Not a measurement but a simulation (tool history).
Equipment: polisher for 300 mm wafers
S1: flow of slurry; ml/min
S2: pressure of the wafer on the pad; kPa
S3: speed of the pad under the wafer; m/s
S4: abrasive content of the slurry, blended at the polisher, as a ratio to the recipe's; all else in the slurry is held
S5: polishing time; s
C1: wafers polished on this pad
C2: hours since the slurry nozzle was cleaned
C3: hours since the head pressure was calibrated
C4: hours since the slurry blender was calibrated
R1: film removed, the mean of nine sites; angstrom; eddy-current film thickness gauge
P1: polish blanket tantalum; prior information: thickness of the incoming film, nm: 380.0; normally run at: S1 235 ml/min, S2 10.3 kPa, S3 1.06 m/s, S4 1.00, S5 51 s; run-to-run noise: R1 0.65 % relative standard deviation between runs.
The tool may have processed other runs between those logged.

{"run": 1, "hour": 9.2, "S1": 235, "S2": 10.3, "S3": 1.06, "S4": 1.0, "S5": 51, "C1": 283, "C2": 412.9, "C3": 970.8, "C4": 53.5, "R1": 694.56}
{"run": 2, "hour": 24.7, "S1": 235, "S2": 10.3, "S3": 1.06, "S4": 1.25, "S5": 51, "C1": 482, "C2": 428.4, "C3": 986.3, "C4": 69.0, "R1": 746.05}
{"run": 3, "hour": 31.7, "S1": 235, "S2": 7.6, "S3": 1.06, "S4": 1.0, "S5": 51, "C1": 572, "C2": 435.4, "C3": 993.3, "C4": 76.0, "R1": 505.39}
{"run": 4, "hour": 42.7, "S1": 235, "S2": 10.3, "S3": 1.06, "S4": 1.0, "S5": 51, "C1": 713, "C2": 446.4, "C3": 1004.3, "C4": 87.0, "R1": 696.2}
{"run": 5, "hour": 57.6, "S1": 165, "S2": 10.3, "S3": 1.06, "S4": 1.0, "S5": 51, "C1": 905, "C2": 461.3, "C3": 1019.2, "C4": 101.9, "R1": 660.24}
{"run": 6, "hour": 65.8, "S1": 235, "S2": 10.3, "S3": 1.06, "S4": 1.0, "S5": 51, "C1": 1010, "C2": 469.5, "C3": 1027.4, "C4": 110.1, "R1": 689.59}
{"run": 7, "hour": 74.1, "S1": 360, "S2": 10.3, "S3": 1.06, "S4": 1.0, "S5": 51, "C1": 1117, "C2": 477.8, "C3": 1035.7, "C4": 118.4, "R1": 721.13}
{"run": 8, "hour": 86.3, "S1": 235, "S2": 10.3, "S3": 1.06, "S4": 1.0, "S5": 51, "C1": 1274, "C2": 490.0, "C3": 1047.9, "C4": 130.6, "R1": 687.53}
{"run": 9, "hour": 95.2, "S1": 235, "S2": 10.3, "S3": 1.6, "S4": 1.0, "S5": 51, "C1": 1388, "C2": 498.9, "C3": 1056.8, "C4": 139.5, "R1": 1051.4}
{"run": 10, "hour": 104.0, "S1": 235, "S2": 10.3, "S3": 1.06, "S4": 0.65, "S5": 51, "C1": 1501, "C2": 507.7, "C3": 1065.6, "C4": 148.3, "R1": 601.57}
{"run": 11, "hour": 111.3, "S1": 235, "S2": 10.3, "S3": 1.06, "S4": 1.0, "S5": 25, "C1": 1595, "C2": 515.0, "C3": 1072.9, "C4": 155.6, "R1": 342.18}
{"run": 12, "hour": 122.0, "S1": 235, "S2": 14.5, "S3": 1.06, "S4": 1.0, "S5": 51, "C1": 1733, "C2": 525.7, "C3": 1083.6, "C4": 166.3, "R1": 969.15}
{"run": 13, "hour": 136.7, "S1": 235, "S2": 10.3, "S3": 1.06, "S4": 1.0, "S5": 51, "C1": 1921, "C2": 540.4, "C3": 1098.3, "C4": 181.0, "R1": 694.25}
{"run": 14, "hour": 148.1, "S1": 235, "S2": 10.3, "S3": 0.78, "S4": 1.0, "S5": 51, "C1": 2068, "C2": 551.8, "C3": 1109.7, "C4": 192.4, "R1": 508.39}
{"run": 15, "hour": 156.5, "S1": 235, "S2": 10.3, "S3": 1.38, "S4": 1.0, "S5": 36, "C1": 2176, "C2": 560.2, "C3": 1118.1, "C4": 200.8, "R1": 634.69}
{"run": 16, "hour": 170.5, "S1": 235, "S2": 10.3, "S3": 1.06, "S4": 1.0, "S5": 80, "C1": 2356, "C2": 574.2, "C3": 1132.1, "C4": 214.8, "R1": 1098.9}
{"run": 17, "hour": 183.1, "S1": 235, "S2": 10.3, "S3": 1.06, "S4": 1.0, "S5": 51, "C1": 2518, "C2": 586.8, "C3": 1144.7, "C4": 227.4, "R1": 698.82}
{"run": 18, "hour": 193.8, "S1": 235, "S2": 10.3, "S3": 1.06, "S4": 1.0, "S5": 51, "C1": 2655, "C2": 597.5, "C3": 1155.4, "C4": 238.1, "R1": 687.3}
{"run": 19, "hour": 206.9, "S1": 235, "S2": 10.3, "S3": 1.06, "S4": 1.0, "S5": 51, "C1": 2824, "C2": 610.6, "C3": 1168.5, "C4": 251.2, "R1": 666.14}
{"run": 20, "hour": 215.4, "S1": 235, "S2": 10.3, "S3": 1.06, "S4": 1.0, "S5": 51, "C1": 2933, "C2": 619.1, "C3": 1177.0, "C4": 259.7, "R1": 663.75}
{"run": 21, "hour": 224.8, "S1": 235, "S2": 10.3, "S3": 1.06, "S4": 1.0, "S5": 51, "C1": 3054, "C2": 628.5, "C3": 1186.4, "C4": 269.1, "R1": 660.42}
{"run": 22, "hour": 237.3, "S1": 235, "S2": 10.3, "S3": 1.06, "S4": 1.0, "S5": 51, "C1": 3214, "C2": 641.0, "C3": 1198.9, "C4": 281.6, "R1": 655.4}
{"run": 23, "hour": 248.7, "S1": 235, "S2": 10.3, "S3": 1.06, "S4": 1.0, "S5": 51, "C1": 3361, "C2": 652.4, "C3": 1210.3, "C4": 293.0, "R1": 653.56}

For run 24, what comes out?
{"hour": 260.3, "done": "slurry nozzle cleaned"}
{"run": 24, "hour": 261.1, "S1": 235, "S2": 10.3, "S3": 1.06, "S4": 1.0, "S5": 51, "C1": 3520, "C2": 0.8, "C3": 1222.7, "C4": 305.4, "R1": "?"}

{"run 24": {"R1": 649.94}}
